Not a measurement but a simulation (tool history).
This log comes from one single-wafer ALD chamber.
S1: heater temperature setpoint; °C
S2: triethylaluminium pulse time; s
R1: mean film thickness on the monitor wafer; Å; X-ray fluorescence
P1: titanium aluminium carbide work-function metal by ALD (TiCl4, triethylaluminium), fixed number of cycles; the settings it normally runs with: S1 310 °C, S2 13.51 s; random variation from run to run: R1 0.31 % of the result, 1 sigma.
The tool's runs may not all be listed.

{"run": 1, "hour": 11.0, "S1": 310, "S2": 13.51, "R1": 21.685}
{"run": 2, "hour": 29.5, "S1": 289, "S2": 13.51, "R1": 19.789}
{"run": 3, "hour": 41.4, "S1": 310, "S2": 13.51, "R1": 21.619}
{"run": 4, "hour": 58.7, "S1": 334, "S2": 7.13, "R1": 22.116}
{"run": 5, "hour": 73.6, "S1": 334, "S2": 13.51, "R1": 23.921}
{"run": 6, "hour": 89.7, "S1": 300, "S2": 7.9, "R1": 19.517}
{"run": 7, "hour": 108.8, "S1": 310, "S2": 5.46, "R1": 18.578}
{"run": 8, "hour": 121.2, "S1": 322, "S2": 7.21, "R1": 21.03}
{"hour": 126.7, "done": "thermocouple changed; heater temperature recalibrated"}
{"run": 9, "hour": 135.3, "S1": 310, "S2": 13.51, "R1": 21.575}
{"run": 10, "hour": 149.1, "S1": 310, "S2": 13.51, "R1": 21.613}
{"run": 11, "hour": 161.8, "S1": 310, "S2": 19.62, "R1": 21.804}
{"run": 12, "hour": 174.7, "S1": 310, "S2": 13.51, "R1": 21.734}
{"run": 13, "hour": 189.6, "S1": 310, "S2": 13.51, "R1": 21.592}

What will run 14 give?
{"run": 14, "hour": 202.1, "S1": 310, "S2": 13.51, "R1": "?"}

{"run 14": {"R1": 21.427}}
